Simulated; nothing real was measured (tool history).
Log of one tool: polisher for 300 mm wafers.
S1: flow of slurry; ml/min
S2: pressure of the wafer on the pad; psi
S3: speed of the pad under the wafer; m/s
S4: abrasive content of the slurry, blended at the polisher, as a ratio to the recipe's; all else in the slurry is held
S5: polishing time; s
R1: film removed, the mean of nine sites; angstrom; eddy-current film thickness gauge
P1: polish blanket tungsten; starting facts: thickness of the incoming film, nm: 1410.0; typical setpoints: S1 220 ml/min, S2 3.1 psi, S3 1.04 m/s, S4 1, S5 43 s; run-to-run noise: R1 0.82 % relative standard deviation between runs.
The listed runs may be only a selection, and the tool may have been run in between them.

Run 1, hour 2.6: S1 220 ml/min, S2 3.1 psi, S3 1.04 m/s, S4 1, S5 43 s. Result: R1 2052.5 angstrom.
Run 2, hour 7.7: S1 220 ml/min, S2 3.1 psi, S3 1.04 m/s, S4 1.4, S5 43 s. Result: R1 2223.3 angstrom.
Run 3, hour 11.9: S1 220 ml/min, S2 3.1 psi, S3 1.04 m/s, S4 1, S5 43 s. Result: R1 2046.6 angstrom.
At hour 13.5: slurry nozzle cleaned.
Run 4, hour 17.6: S1 220 ml/min, S2 2.2 psi, S3 1.04 m/s, S4 1.3, S5 43 s. Result: R1 1544.2 angstrom.
Run 5, hour 20.4: S1 220 ml/min, S2 3.1 psi, S3 1.04 m/s, S4 1, S5 43 s. Result: R1 2047.4 angstrom.
Run 6, hour 26.1: S1 320 ml/min, S2 3.1 psi, S3 1.04 m/s, S4 0.65, S5 43 s. Result: R1 1937.1 angstrom.
Run 7, hour 28.8: S1 220 ml/min, S2 3.1 psi, S3 1.04 m/s, S4 0.55, S5 43 s. Result: R1 1766 angstrom.
Run 8, hour 33: S1 130 ml/min, S2 3.1 psi, S3 1.04 m/s, S4 1, S5 43 s. Result: R1 1876.3 angstrom.
Run 9, hour 36.9: S1 220 ml/min, S2 2.2 psi, S3 1.04 m/s, S4 0.75, S5 43 s. Result: R1 1377.8 angstrom.
At hour 38.6: slurry tank refilled with fresh slurry and peroxide.
Run 10, hour 40.2: S1 220 ml/min, S2 3.1 psi, S3 1.04 m/s, S4 1, S5 43 s. Result: R1 2013.5 angstrom.
Run 11, hour 45.1: S1 220 ml/min, S2 3.1 psi, S3 1.48 m/s, S4 1, S5 43 s. Result: R1 2932.1 angstrom.
Run 12, hour 48.2: S1 220 ml/min, S2 1.4 psi, S3 1.04 m/s, S4 1, S5 43 s. Result: R1 916.53 angstrom.
Run 13, hour 51.9: S1 220 ml/min, S2 3.1 psi, S3 0.72 m/s, S4 1, S5 43 s. Result: R1 1417.6 angstrom.
Run 14, hour 57.6: S1 220 ml/min, S2 3.1 psi, S3 1.04 m/s, S4 1, S5 43 s. Result: R1 2014.2 angstrom.
Run 15, hour 63: S1 220 ml/min, S2 3.1 psi, S3 1.04 m/s, S4 1, S5 28 s. Result: R1 1344.8 angstrom.
Run 16, hour 66: S1 220 ml/min, S2 3.1 psi, S3 1.04 m/s, S4 1, S5 43 s. Result: R1 2059.8 angstrom.
At hour 66.3: head pressure recalibrated.
Run 17, hour 68.8: S1 220 ml/min, S2 3.1 psi, S3 1.04 m/s, S4 1, S5 68 s. Result: R1 3275.6 angstrom.
Run 18, hour 74.5: S1 335 ml/min, S2 3.1 psi, S3 1.04 m/s, S4 1, S5 43 s. Result: R1 2114.8 angstrom.
Run 19, hour 77: S1 220 ml/min, S2 4.7 psi, S3 1.04 m/s, S4 1, S5 43 s. Result: R1 3085.2 angstrom.
Run 20, hour 82: S1 220 ml/min, S2 3.1 psi, S3 1.04 m/s, S4 1, S5 43 s. Result: R1 2029.3 angstrom.
Run 21, hour 86.8: S1 220 ml/min, S2 3.1 psi, S3 1.04 m/s, S4 1, S5 43 s. Result: R1 2008.1 angstrom.
Run 22, hour 91.9: S1 220 ml/min, S2 3.1 psi, S3 1.04 m/s, S4 1, S5 43 s. Result: R1 1963.7 angstrom.
Run 23, hour 95.7: S1 220 ml/min, S2 3.1 psi, S3 1.04 m/s, S4 1, S5 43 s. Result: R1 1929.3 angstrom.
Run 24, hour 101.5: S1 220 ml/min, S2 3.1 psi, S3 1.04 m/s, S4 1, S5 43 s. Result: R1 1916.8 angstrom.
Run 25, hour 105.8: S1 220 ml/min, S2 3.1 psi, S3 1.04 m/s, S4 1, S5 43 s. Result: R1 1890.7 angstrom.
At hour 105.9: worn pad replaced by a new one.
At hour 108.9: slurry blender recalibrated.
At hour 109.4: slurry tank refilled with fresh slurry and peroxide.
Run 26, hour 111.6: S1 220 ml/min, S2 3.1 psi, S3 1.04 m/s, S4 1, S5 43 s. Result: R1 1899.2 angstrom.
Run 27, hour 116.6: S1 220 ml/min, S2 3.1 psi, S3 1.04 m/s, S4 1, S5 43 s. Result: R1 1913.1 angstrom.
Run 28, hour 120.4: S1 220 ml/min, S2 3.1 psi, S3 1.04 m/s, S4 1, S5 43 s. Result: R1 1886.6 angstrom.

What P1 gives has crept away from where it was. These 2 causes fit the log equally well, each at the size given:
A: head's pressure below its setpoint, % = 7.36
B: slurry flow missing at the pad, % = 39.1
The onset of the drift is placed at about hour 82.
Ruled out, with reasons:
removal rate lost through wear of the pad, %: maintenance at hour 105.9, after the shift began, did not return the process to its former output
abrasive missing from the slurry, %: maintenance at hour 108.9, after the shift began, did not return the process to its former output
peroxide lost from the slurry, %: maintenance at hour 109.4, after the shift began, did not return the process to its former output

The list below offers 4 check runs, each averaging the results of 5 wafers, and shows each result as a question mark. For which of them would the listed causes give clearly different results?
Run check 1, hour 124.2: S1 220 ml/min, S2 1.5 psi, S3 0.74 m/s, S4 1, S5 43 s. Result: R1 ?.
Run check 2, hour 124.2: S1 220 ml/min, S2 2.2 psi, S3 1.04 m/s, S4 1, S5 43 s. Result: R1 ?.
Run check 3, hour 124.2: S1 160 ml/min, S2 3.1 psi, S3 1.04 m/s, S4 1, S5 32 s. Result: R1 ?.
Run check 4, hour 124.2: S1 220 ml/min, S2 4.1 psi, S3 1.04 m/s, S4 0.75, S5 43 s. Result: R1 ?.

What every check run would give for each of its results, assuming each possible cause in turn:
  check  result    if A    if B
check 1      R1   651.8  651.89
check 2      R1  1343.5  1343.7
check 3      R1    1347  1312.7
check 4      R1  2341.4  2341.7
Per-check spread between the two closest causes, in the result where they differ most: check 1 0.01 %; check 2 0.01 %; check 3 2.58 %; check 4 0.01 %
The causes can be told apart only by check 3. The other checks would give nearly the same results under each of them.

Here is what check 3 returned: R1 1339.8 angstrom. Which cause is it?

It was cause A: head's pressure below its setpoint, %.
